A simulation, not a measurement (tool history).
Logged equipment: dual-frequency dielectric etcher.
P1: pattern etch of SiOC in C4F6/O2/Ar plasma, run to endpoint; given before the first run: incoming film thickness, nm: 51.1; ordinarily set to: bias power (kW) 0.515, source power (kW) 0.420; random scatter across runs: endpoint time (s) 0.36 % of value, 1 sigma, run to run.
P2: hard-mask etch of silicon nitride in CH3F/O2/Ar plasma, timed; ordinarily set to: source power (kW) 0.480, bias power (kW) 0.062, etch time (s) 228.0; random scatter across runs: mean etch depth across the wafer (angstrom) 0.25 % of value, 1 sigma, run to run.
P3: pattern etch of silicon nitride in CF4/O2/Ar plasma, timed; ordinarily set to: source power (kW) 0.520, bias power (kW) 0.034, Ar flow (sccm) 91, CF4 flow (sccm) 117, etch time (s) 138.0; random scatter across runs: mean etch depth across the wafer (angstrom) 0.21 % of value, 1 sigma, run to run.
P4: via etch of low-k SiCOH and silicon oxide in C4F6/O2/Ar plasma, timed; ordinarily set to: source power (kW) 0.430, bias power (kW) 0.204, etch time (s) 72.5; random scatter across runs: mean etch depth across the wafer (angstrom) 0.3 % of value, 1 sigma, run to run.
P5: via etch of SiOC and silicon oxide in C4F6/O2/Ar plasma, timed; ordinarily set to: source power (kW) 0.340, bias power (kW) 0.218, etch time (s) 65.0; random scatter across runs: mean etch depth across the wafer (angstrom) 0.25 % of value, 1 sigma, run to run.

run	hour	process that ran	bias power (kW)	source power (kW)	etch time (s)	Ar flow (sccm)	CF4 flow (sccm)	hours since the last wet clean	hours since the last bias power generator calibration	hours since the last source power generator calibration	endpoint time (s)	mean etch depth across the wafer (angstrom)
1	9.3	P1	0.515	0.420				371.5	728.1	790.4	17.350	
2	14.1	P1	0.515	0.420				376.3	732.9	795.2	17.387	
3	19.5	P1	0.318	0.320				381.7	738.3	800.6	22.887	
4	27.0	P2	0.062	0.480	228.0			389.2	745.8	808.1		1625.60
5	32.6	P1	0.669	0.420				394.8	751.4	813.7	15.730	
6	41.8	P3	0.026	0.520	138.0	91	117	404.0	760.6	822.9		2229.60
7	46.6	P4	0.285	0.430	72.5			408.8	765.4	827.7		2404.40
8	55.1	P5	0.218	0.340	65.0			417.3	773.9	836.2		745.65
9	64.2	P4	0.204	0.430	108.5			426.4	783.0	845.3		3228.70
10	72.2	P5	0.218	0.340	65.0			434.4	791.0	853.3		746.67
11	78.5	P3	0.034	0.310	138.0	91	117	440.7	797.3	859.6		1544.20
12	83.6	P5	0.218	0.240	65.0			445.8	802.4	864.7		653.73
13	87.8	P5	0.271	0.340	65.0			450.0	806.6	868.9		808.55
14	95.9	P1	0.401	0.320				458.1	814.7	877.0	21.134	
15	102.4	P2	0.062	0.480	312.5			464.6	821.2	883.5		2228.20
16	109.5	P1	0.416	0.540				471.7	828.3	890.6	17.164	
17	115.6	P2	0.082	0.480	228.0			477.8	834.4	896.7		1785.20
18	124.6	P4	0.204	0.430	72.5			486.8	843.4	905.7		2148.20
19	131.2	P4	0.204	0.270	72.5			493.4	850.0	912.3		1795.50
20	136.1	P1	0.515	0.270				498.3	854.9	917.2	20.453	
21	145.0	P1	0.515	0.420				507.2	863.8	926.1	17.380	
22	149.5	P4	0.204	0.430	72.5			511.7	868.3	930.6		2142.80
23	157.8	P5	0.218	0.340	45.0			520.0	876.6	938.9		517.76
24	165.5	P3	0.034	0.520	138.0	91	117	527.7	884.3	946.6		2438.40
25	172.9	P3	0.034	0.520	206.0	91	117	535.1	891.7	954.0		3636.40
26	181.8	P1	0.515	0.540				544.0	900.6	962.9	15.821	
27	189.0	P3	0.034	0.520	138.0	91	94	551.2	907.8	970.1		2365.10
28	194.2	P1	0.395	0.420				556.4	913.0	975.3	19.151	
29	200.5	P1	0.515	0.420				562.7	919.3	981.6	17.292	
30	208.2	P3	0.034	0.520	138.0	114	117	570.4	927.0	989.3		2367.30
31	215.1	P2	0.062	0.610	228.0			577.3	933.9	996.2		1786.10
32	223.9	P1	0.515	0.420				586.1	942.7	1005.0	17.254	
33	231.9	P1	0.515	0.420				594.1	950.7	1013.0	17.337	
34	238.5	P1	0.515	0.420				600.7	957.3	1019.6	17.294	
35	243.1	P1	0.515	0.420				605.3	961.9	1024.2	17.122	
36	247.3	P1	0.515	0.420				609.5	966.1	1028.4	17.127	
37	252.1	P1	0.515	0.420				614.3	970.9	1033.2	17.201	
# hour 256.2: wet clean of the chamber
38	258.8	P1	0.515	0.420				2.6	977.6	1039.9	17.206	
39	264.0	P1	0.515	0.420				7.8	982.8	1045.1	17.087	
40	271.9	P1	0.515	0.420				15.7	990.7	1053.0	17.127	
41	278.6	P1	0.515	0.420				22.4	997.4	1059.7	17.100	
42	283.3	P1	0.515	0.420				27.1	1002.1	1064.4	17.096	

What P1 gives has crept away from where it was. These 2 causes fit the log equally well, each at the size given:
A: bias power that arrives over what is set, % = 4.89
B: source power that arrives over what is set, % = 4.98
The process output started creeping at around hour 223.9.
Ruled out, with reasons:
chamber walls in a state that raises the etch rate, %: serviced after onset, at hour 256.2, with no recovery of the prior output

Which of the 4 check runs listed below separates the causes, so that each cause would produce a clearly different result? Each run uses one wafer, and its results are marked with question marks.
check 1	288.0	P4	0.281	0.430	107.5							?
check 2	288.0	P2	0.062	0.600	228.0							?
check 3	288.0	P3	0.034	0.330	195.0	91	117					?
check 4	288.0	P5	0.218	0.240	65.0							?

Predicted outcomes, by check and by cause:
check	result	if A	if B
check 1	mean etch depth across the wafer (angstrom)	3610.20	3617.50
check 2	mean etch depth across the wafer (angstrom)	1799.80	1806.10
check 3	mean etch depth across the wafer (angstrom)	2338.80	2401.20
check 4	mean etch depth across the wafer (angstrom)	664.68	665.92
Gap, in per cent, between the two causes that each check separates least, read from the result that separates them most: check 1 0.2 %; check 2 0.35 %; check 3 2.63 %; check 4 0.19 %
Check 3 tells the causes apart: in the others they would give nearly the same result.

Check 3 has now been run. It gave: mean etch depth across the wafer (angstrom) 2337.50. Which of the candidate causes is it?

It is A: bias power that arrives over what is set, %.
